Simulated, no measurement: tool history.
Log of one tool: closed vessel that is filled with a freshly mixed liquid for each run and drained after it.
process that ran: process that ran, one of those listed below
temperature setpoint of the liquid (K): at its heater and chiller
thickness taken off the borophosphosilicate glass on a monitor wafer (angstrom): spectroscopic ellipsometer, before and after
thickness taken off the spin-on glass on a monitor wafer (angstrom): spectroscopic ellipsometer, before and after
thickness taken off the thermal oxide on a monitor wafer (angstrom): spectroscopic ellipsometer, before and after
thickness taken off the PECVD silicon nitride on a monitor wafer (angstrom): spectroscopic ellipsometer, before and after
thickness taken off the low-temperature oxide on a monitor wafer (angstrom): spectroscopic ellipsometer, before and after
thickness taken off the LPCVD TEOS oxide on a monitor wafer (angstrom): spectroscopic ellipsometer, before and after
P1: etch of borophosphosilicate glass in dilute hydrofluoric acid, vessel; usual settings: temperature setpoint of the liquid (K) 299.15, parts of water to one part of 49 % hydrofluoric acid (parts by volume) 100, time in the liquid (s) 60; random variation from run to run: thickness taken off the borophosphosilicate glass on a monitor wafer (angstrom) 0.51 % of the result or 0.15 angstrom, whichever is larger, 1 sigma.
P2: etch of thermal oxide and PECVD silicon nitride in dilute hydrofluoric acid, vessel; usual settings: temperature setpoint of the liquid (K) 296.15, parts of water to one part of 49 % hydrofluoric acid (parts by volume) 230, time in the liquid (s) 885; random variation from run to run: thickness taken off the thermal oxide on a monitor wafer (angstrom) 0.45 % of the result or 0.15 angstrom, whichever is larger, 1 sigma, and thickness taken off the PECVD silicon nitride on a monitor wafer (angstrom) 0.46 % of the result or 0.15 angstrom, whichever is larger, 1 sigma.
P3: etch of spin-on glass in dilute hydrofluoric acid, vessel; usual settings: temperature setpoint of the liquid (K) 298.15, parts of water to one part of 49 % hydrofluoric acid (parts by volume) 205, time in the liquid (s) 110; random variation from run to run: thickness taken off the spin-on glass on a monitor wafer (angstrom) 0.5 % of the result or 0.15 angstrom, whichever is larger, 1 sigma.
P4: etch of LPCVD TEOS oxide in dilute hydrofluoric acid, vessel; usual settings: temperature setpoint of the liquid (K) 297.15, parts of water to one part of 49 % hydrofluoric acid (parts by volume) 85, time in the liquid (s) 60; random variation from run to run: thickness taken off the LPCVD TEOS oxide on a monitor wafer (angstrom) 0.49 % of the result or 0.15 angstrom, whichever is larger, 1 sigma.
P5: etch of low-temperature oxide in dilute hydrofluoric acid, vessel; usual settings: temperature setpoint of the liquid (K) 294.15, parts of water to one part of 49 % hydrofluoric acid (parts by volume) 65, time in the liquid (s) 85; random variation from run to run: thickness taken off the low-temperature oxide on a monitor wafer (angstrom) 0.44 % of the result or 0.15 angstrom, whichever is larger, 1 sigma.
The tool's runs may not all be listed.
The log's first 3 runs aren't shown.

run   hour  process that ran  temperature setpoint of the liquid (K)  parts of water to one part of 49 % hydrofluoric acid (parts by volume)  time in the liquid (s)  hours since the thermometer was replaced  hours since the hydrofluoric acid flow meter was replaced  thickness taken off the borophosphosilicate glass on a monitor wafer (angstrom)  thickness taken off the spin-on glass on a monitor wafer (angstrom)  thickness taken off the thermal oxide on a monitor wafer (angstrom)  thickness taken off the PECVD silicon nitride on a monitor wafer (angstrom)  thickness taken off the low-temperature oxide on a monitor wafer (angstrom)  thickness taken off the LPCVD TEOS oxide on a monitor wafer (angstrom)
  4   17.2                P1                                  299.15                                                                     155                      60                                    2045.4                                                      407.1                                                                           182.91
  5   20.8                P5                                  294.15                                                                      65                      85                                      2049                                                      410.7                                                                                                                                                                                                                                                                                                                                                                               248.75
  6   23.8                P5                                  294.15                                                                      65                     145                                      2052                                                      413.7                                                                                                                                                                                                                                                                                                                                                                                425.5
  7   27.6                P1                                  292.15                                                                     100                      60                                    2055.8                                                      417.5                                                                           232.76
  8   31.7                P1                                  299.15                                                                     140                      30                                    2059.9                                                      421.6                                                                           102.46
  9   36.7                P1                                  299.15                                                                     100                      60                                    2064.9                                                      426.6                                                                           304.44
 10   41.7                P2                                  296.15                                                                     230                     885                                    2069.9                                                      431.6                                                                                                                                                                                                                     153.06                                                                       62.012
 11   44.2                P4                                  297.15                                                                      85                      95                                    2072.4                                                      434.1                                                                                                                                                                                                                                                                                                                                                                                                                                                        463.6
 12   48.4                P1                                  299.15                                                                     100                      60                                    2076.6                                                      438.3                                                                           306.26
 13     52                P2                                  296.15                                                                     230                     885                                    2080.2                                                      441.9                                                                                                                                                                                                                     152.65                                                                       61.875
 14   55.4                P1                                  304.15                                                                     100                      60                                    2083.6                                                      445.3                                                                           367.46
 15   58.6                P1                                  299.15                                                                      60                      60                                    2086.8                                                      448.5                                                                           528.05
 16     62                P1                                  299.15                                                                     135                      30                                    2090.2                                                      451.9                                                                           108.29
 17   65.3                P1                                  299.15                                                                      40                      30                                    2093.5                                                      455.2                                                                           411.03
 18   67.5                P5                                  294.15                                                                      20                      85                                    2095.7                                                      457.4                                                                                                                                                                                                                                                                                                                                                                               858.26
 19   71.2                P4                                  303.15                                                                      85                      60                                    2099.4                                                      461.1                                                                                                                                                                                                                                                                                                                                                                                                                                                       369.36
 20   75.2                P4                                  297.15                                                                     125                      60                                    2103.4                                                      465.1                                                                                                                                                                                                                                                                                                                                                                                                                                                       188.21
      77.1  -- hydrofluoric acid flow meter replaced
 21   78.8                P3                                  298.15                                                                     205                     110                                      2107                                                        1.7                                                                                                                                                185.58
 22   83.7                P1                                  299.15                                                                     100                      90                                    2111.9                                                        6.6                                                                           456.88
 23     88                P1                                  299.15                                                                     100                      60                                    2116.2                                                       10.9                                                                           302.41
 24   91.6                P2                                  296.15                                                                      40                     885                                    2119.8                                                       14.5                                                                                                                                                                                                                       1094                                                                       349.22
 25   96.4                P3                                  298.15                                                                     205                     215                                    2124.6                                                       19.3                                                                                                                                                362.72
 26  101.3                P4                                  297.15                                                                      85                      60                                    2129.5                                                       24.2                                                                                                                                                                                                                                                                                                                                                                                                                                                       290.67
 27  104.9                P2                                  296.15                                                                     230                     300                                    2133.1                                                       27.8                                                                                                                                                                                                                     52.135                                                                       20.771

Forecast run 28:
 28  109.3                P1                                  299.15                                                                     100                      60                                    2137.5                                                       32.2                                                                                ?

thickness taken off the borophosphosilicate glass on a monitor wafer (angstrom): 304.94

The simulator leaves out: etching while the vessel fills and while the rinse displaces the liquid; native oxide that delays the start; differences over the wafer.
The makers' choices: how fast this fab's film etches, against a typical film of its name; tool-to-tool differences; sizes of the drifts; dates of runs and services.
